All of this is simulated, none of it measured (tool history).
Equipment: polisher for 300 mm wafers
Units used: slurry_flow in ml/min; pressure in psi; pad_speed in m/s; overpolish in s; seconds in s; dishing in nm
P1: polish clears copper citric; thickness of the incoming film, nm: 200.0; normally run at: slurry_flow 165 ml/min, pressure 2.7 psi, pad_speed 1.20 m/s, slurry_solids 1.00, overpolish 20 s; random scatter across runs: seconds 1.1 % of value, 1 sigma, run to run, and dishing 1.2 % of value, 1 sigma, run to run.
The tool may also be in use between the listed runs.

run,hour,slurry_flow,pressure,pad_speed,slurry_solids,overpolish,wafers polished on this pad,hours since the slurry nozzle was cleaned,hours since the head pressure was calibrated,hours since the slurry blender was calibrated,seconds,dishing
1,9.9,165,2.7,1.20,1.00,20,510,231.9,581.7,130.7,69.244,38.110
2,19.3,235,2.7,1.20,1.00,20,601,241.3,591.1,140.1,67.693,39.797
# hour 20.9: slurry blender recalibrated
3,28.1,100,2.7,1.20,1.00,20,686,250.1,599.9,7.2,78.109,35.379
4,36.1,165,2.7,1.20,1.00,20,763,258.1,607.9,15.2,70.754,38.558
5,42.3,165,2.7,1.20,0.70,20,822,264.3,614.1,21.4,75.759,36.318
6,49.2,165,2.7,1.20,1.25,20,889,271.2,621.0,28.3,66.283,40.099
7,55.9,165,3.7,1.20,1.00,20,953,277.9,627.7,35.0,50.811,50.316
8,65.2,165,2.7,1.20,1.00,20,1043,287.2,637.0,44.3,70.403,37.795
9,70.2,165,2.7,1.52,1.00,20,1091,292.2,642.0,49.3,54.978,46.009
10,78.4,165,2.7,1.20,1.00,20,1170,300.4,650.2,57.5,69.948,38.537
11,88.2,165,2.7,1.20,1.00,33,1264,310.2,660.0,67.3,69.788,57.132
12,95.2,165,1.9,1.20,1.40,20,1332,317.2,667.0,74.3,90.816,30.593
13,103.4,165,2.7,0.76,1.00,20,1411,325.4,675.2,82.5,108.470,26.591
14,113.6,165,1.2,1.20,1.00,20,1509,335.6,685.4,92.7,151.770,18.950
15,118.6,165,2.7,1.20,1.00,6,1557,340.6,690.4,97.7,69.975,12.976
16,129.1,165,2.7,1.20,1.00,20,1658,351.1,700.9,108.2,70.287,38.319
17,135.3,165,2.7,1.20,1.00,20,1718,357.3,707.1,114.4,70.506,38.104
18,145.8,165,2.7,1.20,1.00,20,1819,367.8,717.6,124.9,72.289,38.311

Run 19 is up next; what results do you expect?
19,156.3,165,2.7,1.20,1.00,20,1920,378.3,728.1,135.4,?,?

seconds: 74.039 s
dishing: 36.174 nm
